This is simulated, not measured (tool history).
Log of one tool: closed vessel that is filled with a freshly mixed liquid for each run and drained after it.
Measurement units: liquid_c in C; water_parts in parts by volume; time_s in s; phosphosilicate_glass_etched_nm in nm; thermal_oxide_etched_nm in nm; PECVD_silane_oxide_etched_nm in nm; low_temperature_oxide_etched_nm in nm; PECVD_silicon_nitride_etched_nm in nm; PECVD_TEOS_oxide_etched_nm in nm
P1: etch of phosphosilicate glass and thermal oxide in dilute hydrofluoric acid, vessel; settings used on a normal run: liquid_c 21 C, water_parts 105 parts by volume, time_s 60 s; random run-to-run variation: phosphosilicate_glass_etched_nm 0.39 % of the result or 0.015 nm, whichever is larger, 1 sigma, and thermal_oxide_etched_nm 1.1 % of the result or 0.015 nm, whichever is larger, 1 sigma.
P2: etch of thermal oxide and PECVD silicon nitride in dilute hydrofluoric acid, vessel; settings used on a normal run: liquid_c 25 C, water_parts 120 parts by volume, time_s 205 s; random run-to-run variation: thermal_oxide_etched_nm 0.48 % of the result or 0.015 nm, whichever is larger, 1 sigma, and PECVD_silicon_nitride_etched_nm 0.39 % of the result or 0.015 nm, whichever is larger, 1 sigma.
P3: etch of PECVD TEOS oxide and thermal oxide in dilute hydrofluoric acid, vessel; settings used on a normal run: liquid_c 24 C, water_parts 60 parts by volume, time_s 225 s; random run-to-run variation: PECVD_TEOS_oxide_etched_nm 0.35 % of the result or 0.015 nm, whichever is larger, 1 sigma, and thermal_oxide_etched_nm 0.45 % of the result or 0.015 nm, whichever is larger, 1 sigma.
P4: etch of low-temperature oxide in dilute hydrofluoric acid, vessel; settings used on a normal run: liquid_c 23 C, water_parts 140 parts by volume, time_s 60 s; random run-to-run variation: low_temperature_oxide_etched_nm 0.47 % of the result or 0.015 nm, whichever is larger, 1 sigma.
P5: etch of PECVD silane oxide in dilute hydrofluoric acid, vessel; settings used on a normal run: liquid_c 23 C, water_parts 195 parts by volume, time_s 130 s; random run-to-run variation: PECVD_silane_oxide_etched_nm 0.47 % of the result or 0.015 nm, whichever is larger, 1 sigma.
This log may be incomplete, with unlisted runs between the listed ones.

run,hour,process,liquid_c,water_parts,time_s,hours since the thermometer was replaced,hours since the hydrofluoric acid flow meter was replaced,phosphosilicate_glass_etched_nm,thermal_oxide_etched_nm,PECVD_silane_oxide_etched_nm,low_temperature_oxide_etched_nm,PECVD_silicon_nitride_etched_nm,PECVD_TEOS_oxide_etched_nm
1,15.6,P1,21,105,60,1335.5,360.6,101.3,2.3994,,,,
2,25.3,P5,23,30,130,1345.2,370.3,,,176.46,,,
3,32.8,P1,21,105,60,1352.7,377.8,101.13,2.4016,,,,
4,42.6,P1,21,105,60,1362.5,387.6,101.82,2.3311,,,,
5,54,P1,21,25,60,1373.9,399,468.24,11.149,,,,
6,63.5,P4,23,75,60,1383.4,408.5,,,,17.429,,
7,77.9,P5,23,195,230,1397.8,422.9,,,39.009,,,
8,90.8,P5,17,195,130,1410.7,435.8,,,17.594,,,
9,98.1,P1,17,155,60,1418,443.1,55.179,1.3035,,,,
10,108.9,P2,25,175,205,1428.8,453.9,,5.5644,,,3.6976,
11,116.4,P1,29.5,105,60,1436.3,461.4,142.24,3.3249,,,,
12,125.4,P2,25,120,205,1445.3,470.4,,8.6566,,,5.3496,
13,139.4,P2,32,120,205,1459.3,484.4,,11.303,,,8.2499,
14,147.6,P2,25,120,205,1467.5,492.6,,8.7588,,,5.4101,
15,154.6,P3,24,60,225,1474.5,499.6,,19.274,,,,33.561
16,167.9,P1,21,105,110,1487.8,512.9,186.67,4.3598,,,,
17,177.6,P4,23,140,115,1497.5,522.6,,,,16.582,,
18,186.9,P1,21,105,60,1506.8,531.9,101.27,2.3971,,,,
19,194.6,P1,21,105,30,1514.5,539.6,50.531,1.1878,,,,
20,205.4,P4,27.5,140,60,1525.3,550.4,,,,10.308,,
21,219.1,P4,23,140,60,1539,564.1,,,,8.7023,,
22,232.9,P1,21,105,60,1552.8,577.9,101.73,2.3846,,,,
23,244.8,P3,24,60,125,1564.7,589.8,,10.771,,,,18.704
24,256.7,P1,21,105,60,1576.6,601.7,101.7,2.3896,,,,
25,271.2,P1,17,105,60,1591.1,616.2,86.617,2.0397,,,,
26,285.9,P3,24,30,225,1605.8,630.9,,40.289,,,,70.667
27,300.1,P2,25,120,30,1620,645.1,,1.267,,,0.78499,
28,315.5,P1,21,180,60,1635.4,660.5,54.898,1.2742,,,,
29,330.4,P3,20,60,225,1650.3,675.4,,16.452,,,,28.403
30,339.7,P5,23,195,130,1659.6,684.7,,,22.165,,,
31,350.2,P1,21,105,60,1670.1,695.2,100.9,2.3533,,,,
32,358.8,P1,21,105,60,1678.7,703.8,103,2.3802,,,,
33,369.8,P1,21,105,60,1689.7,714.8,105.04,2.4094,,,,
34,382.5,P1,21,105,60,1702.4,727.5,106.73,2.4858,,,,
35,396.9,P1,21,105,60,1716.8,741.9,107.79,2.528,,,,
36,409.8,P1,21,105,60,1729.7,754.8,107.8,2.548,,,,
37,421,P1,21,105,60,1740.9,766,109.04,2.4966,,,,
38,429.4,P1,21,105,60,1749.3,774.4,109.17,2.5181,,,,
39,436.5,P1,21,105,60,1756.4,781.5,108.5,2.5679,,,,
40,450.4,P1,21,105,60,1770.3,795.4,108.86,2.5294,,,,
41,458,P1,21,105,60,1777.9,803,109,2.534,,,,
42,472.6,P1,21,105,60,1792.5,817.6,108.86,2.5531,,,,

P1 has crept away from where it was. The log is fitted equally well by each of these 2 causes, at the sizes shown:
A: hydrofluoric acid flow above the setpoint (%) = 6.58
B: liquid hotter than its thermometer reads (K) = 1.77
Creep in the process output first set in at about hour 350.2.

4 check runs are offered, one wafer each, their results left as question marks. Which one tells the causes apart?
check 1,487.2,P5,23,195,130,,,,,?,,,
check 2,487.2,P3,24,60,225,,,,?,,,,?
check 3,487.2,P2,25,120,205,,,,?,,,?,
check 4,487.2,P4,23,140,60,,,,,,?,,

Expected result of each check under each candidate cause:
check,result,if A,if B
check 1,PECVD_silane_oxide_etched_nm,24.037,23.778
check 2,thermal_oxide_etched_nm,20.631,20.698
check 2,PECVD_TEOS_oxide_etched_nm,36.025,36.142
check 3,thermal_oxide_etched_nm,9.3438,9.2977
check 3,PECVD_silicon_nitride_etched_nm,5.7088,6.0052
check 4,low_temperature_oxide_etched_nm,9.3176,9.2682
How far apart the two closest causes lie, in the result that separates them most: check 1 1.08 %; check 2 0.32 %; check 3 5.06 %; check 4 0.53 %
Check 3 is the one run that separates the causes; every other check would come out nearly the same whichever cause is at work.

After running check 3, the following was obtained: thermal_oxide_etched_nm 9.2772 nm; PECVD_silicon_nitride_etched_nm 6.0057 nm. Which cause does this point to?

It is B: liquid hotter than its thermometer reads (K).
